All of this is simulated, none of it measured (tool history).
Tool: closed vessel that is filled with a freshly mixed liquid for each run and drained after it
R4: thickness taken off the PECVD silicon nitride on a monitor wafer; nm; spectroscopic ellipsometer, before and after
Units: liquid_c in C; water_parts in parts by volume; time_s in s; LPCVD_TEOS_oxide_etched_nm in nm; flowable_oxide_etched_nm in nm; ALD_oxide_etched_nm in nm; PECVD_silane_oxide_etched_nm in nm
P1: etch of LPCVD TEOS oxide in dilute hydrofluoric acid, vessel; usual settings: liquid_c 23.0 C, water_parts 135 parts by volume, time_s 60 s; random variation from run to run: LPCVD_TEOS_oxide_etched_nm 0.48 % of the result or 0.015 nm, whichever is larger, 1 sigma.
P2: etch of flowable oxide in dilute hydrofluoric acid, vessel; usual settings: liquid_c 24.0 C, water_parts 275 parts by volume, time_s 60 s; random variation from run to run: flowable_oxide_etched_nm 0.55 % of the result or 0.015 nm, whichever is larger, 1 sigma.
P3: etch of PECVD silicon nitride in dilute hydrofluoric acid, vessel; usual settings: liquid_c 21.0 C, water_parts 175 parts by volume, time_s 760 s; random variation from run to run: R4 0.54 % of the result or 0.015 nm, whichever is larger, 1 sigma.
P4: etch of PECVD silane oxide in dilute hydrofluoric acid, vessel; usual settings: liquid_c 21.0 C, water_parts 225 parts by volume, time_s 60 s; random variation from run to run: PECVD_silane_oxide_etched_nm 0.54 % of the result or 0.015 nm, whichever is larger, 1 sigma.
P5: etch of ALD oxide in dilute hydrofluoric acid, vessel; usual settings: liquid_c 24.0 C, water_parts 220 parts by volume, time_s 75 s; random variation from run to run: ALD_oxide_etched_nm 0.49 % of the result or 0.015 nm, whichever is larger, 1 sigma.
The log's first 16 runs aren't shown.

{"run": 17, "hour": 163.1, "process": "P4", "liquid_c": 21.0, "water_parts": 225, "time_s": 60, "PECVD_silane_oxide_etched_nm": 6.3308}
{"run": 18, "hour": 169.4, "process": "P1", "liquid_c": 23.0, "water_parts": 135, "time_s": 60, "LPCVD_TEOS_oxide_etched_nm": 18.739}
{"run": 19, "hour": 182.8, "process": "P3", "liquid_c": 21.0, "water_parts": 175, "time_s": 760, "R4": 6.1714}
{"run": 20, "hour": 195.8, "process": "P4", "liquid_c": 21.0, "water_parts": 375, "time_s": 60, "PECVD_silane_oxide_etched_nm": 3.2564}
{"run": 21, "hour": 206.6, "process": "P2", "liquid_c": 24.0, "water_parts": 275, "time_s": 30, "flowable_oxide_etched_nm": 4.2009}
{"run": 22, "hour": 218.6, "process": "P2", "liquid_c": 24.0, "water_parts": 275, "time_s": 60, "flowable_oxide_etched_nm": 8.2164}
{"run": 23, "hour": 229.7, "process": "P4", "liquid_c": 26.5, "water_parts": 225, "time_s": 60, "PECVD_silane_oxide_etched_nm": 7.7475}
{"run": 24, "hour": 243.5, "process": "P1", "liquid_c": 23.0, "water_parts": 135, "time_s": 60, "LPCVD_TEOS_oxide_etched_nm": 18.536}
{"run": 25, "hour": 250.7, "process": "P1", "liquid_c": 23.0, "water_parts": 135, "time_s": 60, "LPCVD_TEOS_oxide_etched_nm": 18.546}
{"run": 26, "hour": 259.9, "process": "P1", "liquid_c": 23.0, "water_parts": 75, "time_s": 60, "LPCVD_TEOS_oxide_etched_nm": 36.094}
{"run": 27, "hour": 268.2, "process": "P3", "liquid_c": 21.0, "water_parts": 175, "time_s": 760, "R4": 6.2055}
{"run": 28, "hour": 275.9, "process": "P1", "liquid_c": 23.0, "water_parts": 135, "time_s": 60, "LPCVD_TEOS_oxide_etched_nm": 18.559}
{"run": 29, "hour": 289.2, "process": "P5", "liquid_c": 24.0, "water_parts": 220, "time_s": 75, "ALD_oxide_etched_nm": 7.0446}
{"run": 30, "hour": 301.1, "process": "P5", "liquid_c": 24.0, "water_parts": 115, "time_s": 75, "ALD_oxide_etched_nm": 15.035}
{"run": 31, "hour": 310.8, "process": "P2", "liquid_c": 17.0, "water_parts": 275, "time_s": 60, "flowable_oxide_etched_nm": 6.4055}

The next listed run, before its measurement:
{"run": 32, "hour": 324.1, "process": "P4", "liquid_c": 21.0, "water_parts": 225, "time_s": 60, "PECVD_silane_oxide_etched_nm": "?"}

Run 32 gave PECVD_silane_oxide_etched_nm 6.2822 nm.
